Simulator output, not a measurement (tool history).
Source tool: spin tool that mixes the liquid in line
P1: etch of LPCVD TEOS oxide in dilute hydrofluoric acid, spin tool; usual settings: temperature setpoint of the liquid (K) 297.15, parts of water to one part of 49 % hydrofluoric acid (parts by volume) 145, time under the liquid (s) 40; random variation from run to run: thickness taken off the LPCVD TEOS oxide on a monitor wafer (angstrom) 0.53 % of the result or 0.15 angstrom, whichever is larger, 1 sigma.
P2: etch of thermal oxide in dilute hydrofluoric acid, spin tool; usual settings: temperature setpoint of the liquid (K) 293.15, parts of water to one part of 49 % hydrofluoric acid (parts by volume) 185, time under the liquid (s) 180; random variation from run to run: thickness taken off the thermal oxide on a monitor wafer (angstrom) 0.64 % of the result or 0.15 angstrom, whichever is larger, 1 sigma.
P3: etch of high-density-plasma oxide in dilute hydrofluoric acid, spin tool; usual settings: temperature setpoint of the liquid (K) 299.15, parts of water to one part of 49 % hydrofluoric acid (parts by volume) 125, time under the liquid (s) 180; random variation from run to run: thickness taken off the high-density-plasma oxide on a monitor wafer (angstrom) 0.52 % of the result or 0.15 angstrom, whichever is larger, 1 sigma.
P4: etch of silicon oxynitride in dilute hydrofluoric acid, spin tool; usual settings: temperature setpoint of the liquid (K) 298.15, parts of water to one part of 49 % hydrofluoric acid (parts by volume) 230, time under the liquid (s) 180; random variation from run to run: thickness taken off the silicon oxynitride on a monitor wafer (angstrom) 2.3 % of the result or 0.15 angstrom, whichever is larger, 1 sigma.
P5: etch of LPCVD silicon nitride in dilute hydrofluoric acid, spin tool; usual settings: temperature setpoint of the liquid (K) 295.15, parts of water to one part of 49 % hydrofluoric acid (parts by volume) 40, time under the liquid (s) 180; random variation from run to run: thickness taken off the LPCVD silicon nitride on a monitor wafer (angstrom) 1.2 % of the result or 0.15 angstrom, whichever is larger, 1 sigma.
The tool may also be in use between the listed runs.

run,hour,process that ran,temperature setpoint of the liquid (K),parts of water to one part of 49 % hydrofluoric acid (parts by volume),time under the liquid (s),hours since the thermometer was replaced,hours since the hydrofluoric acid flow meter was replaced,thickness taken off the LPCVD TEOS oxide on a monitor wafer (angstrom),thickness taken off the LPCVD silicon nitride on a monitor wafer (angstrom),thickness taken off the thermal oxide on a monitor wafer (angstrom),thickness taken off the high-density-plasma oxide on a monitor wafer (angstrom),thickness taken off the silicon oxynitride on a monitor wafer (angstrom)
1,4.8,P1,297.15,145,40,172.5,172.9,43.659,,,,
2,8.8,P1,290.15,145,40,176.5,176.9,33.262,,,,
3,13.2,P5,295.15,40,300,180.9,181.3,,33.729,,,
4,18.3,P1,297.15,145,40,186,186.4,42.866,,,,
5,26.3,P1,297.15,35,80,194,194.4,411.55,,,,
# hour 31.3: thermometer replaced
6,33.7,P2,293.15,185,180,2.5,201.8,,,37.692,,
7,40.5,P1,297.15,145,40,9.3,208.6,43.37,,,,
8,45.4,P3,292.65,125,180,14.2,213.5,,,,58.115,
9,51.6,P2,300.65,185,180,20.4,219.7,,,49.343,,
10,55.9,P1,297.15,145,40,24.7,224,43.085,,,,
11,60.5,P1,297.15,145,15,29.3,228.6,16.12,,,,
12,64.1,P3,299.15,125,180,32.9,232.2,,,,74.942,
13,70.6,P3,299.15,125,355,39.4,238.7,,,,148.64,
14,76.2,P5,295.15,70,180,45,244.3,,11.726,,,
15,82.8,P1,297.15,85,40,51.6,250.9,78.787,,,,
16,88.8,P1,292.65,145,65,57.6,256.9,59.321,,,,
# hour 92.5: hydrofluoric acid flow meter replaced
17,96.6,P4,298.15,230,180,65.4,4.1,,,,,10.747
18,103.7,P5,299.15,40,180,72.5,11.2,,26.305,,,
19,109.4,P4,298.15,135,180,78.2,16.9,,,,,19.424
20,114.7,P1,301.65,145,40,83.5,22.2,51.707,,,,
21,121.8,P1,297.15,145,60,90.6,29.3,65.045,,,,
22,125.5,P2,293.15,185,15,94.3,33,,,3.3226,,
23,131.5,P4,298.15,230,355,100.3,39,,,,,20.258
24,135.6,P5,295.15,40,180,104.4,43.1,,20.17,,,
25,142.2,P4,305.15,230,180,111,49.7,,,,,13.317
26,148.9,P2,293.15,325,180,117.7,56.4,,,18.842,,
27,156.2,P1,293.15,145,25,125,63.7,23.286,,,,
28,160.5,P1,297.15,145,40,129.3,68,42.626,,,,
29,168,P3,299.15,125,180,136.8,75.5,,,,75.609,
30,172.5,P1,297.15,235,40,141.3,80,24.067,,,,
31,176.4,P3,299.15,80,180,145.2,83.9,,,,124.51,
32,181.6,P1,297.15,145,40,150.4,89.1,43.24,,,,
33,188.8,P1,297.15,145,40,157.6,96.3,41.663,,,,
34,196,P1,297.15,145,40,164.8,103.5,40.802,,,,
35,199.7,P1,297.15,145,40,168.5,107.2,40.711,,,,
36,203.9,P1,297.15,145,40,172.7,111.4,40.797,,,,
37,207.9,P1,297.15,145,40,176.7,115.4,40.063,,,,
38,213.4,P1,297.15,145,40,182.2,120.9,40.083,,,,
39,217.9,P1,297.15,145,40,186.7,125.4,40.2,,,,

Something has made what P1 gives creep away from where it was; the 2 causes below, each at its own stated size, fit the log equally well:
A: hydrofluoric acid flow below the setpoint (%) = 5.8
B: liquid colder than its thermometer reads (K) = 1.81
The gradual shift began around hour 181.6.

The list below offers 4 check runs, each averaging the results of 3 wafers, and shows each result as a question mark. For which of them would the listed causes give clearly different results?
check 1,222.4,P4,298.15,230,180,,,,,,,?
check 2,222.4,P5,295.15,40,180,,,,?,,,
check 3,222.4,P2,293.15,185,180,,,,,?,,
check 4,222.4,P3,299.15,125,180,,,,,,?,

Predicted outcomes, by check and by cause:
check,result,if A,if B
check 1,thickness taken off the silicon oxynitride on a monitor wafer (angstrom),9.7794,9.6911
check 2,thickness taken off the LPCVD silicon nitride on a monitor wafer (angstrom),18.959,17.726
check 3,thickness taken off the thermal oxide on a monitor wafer (angstrom),35.171,35.166
check 4,thickness taken off the high-density-plasma oxide on a monitor wafer (angstrom),70.159,70.13
Minimum pairwise separation of causes per check, each pair taken at its best-separating result: check 1 0.91 %; check 2 6.73 %; check 3 0.02 %; check 4 0.04 %
Of the check runs offered, only check 2 discriminates between the causes; the rest would read about the same regardless of which cause applies.

Check 2 has now been run. It gave: thickness taken off the LPCVD silicon nitride on a monitor wafer (angstrom) 17.666. Which of the candidate causes is it?

The cause is B: liquid colder than its thermometer reads (K).
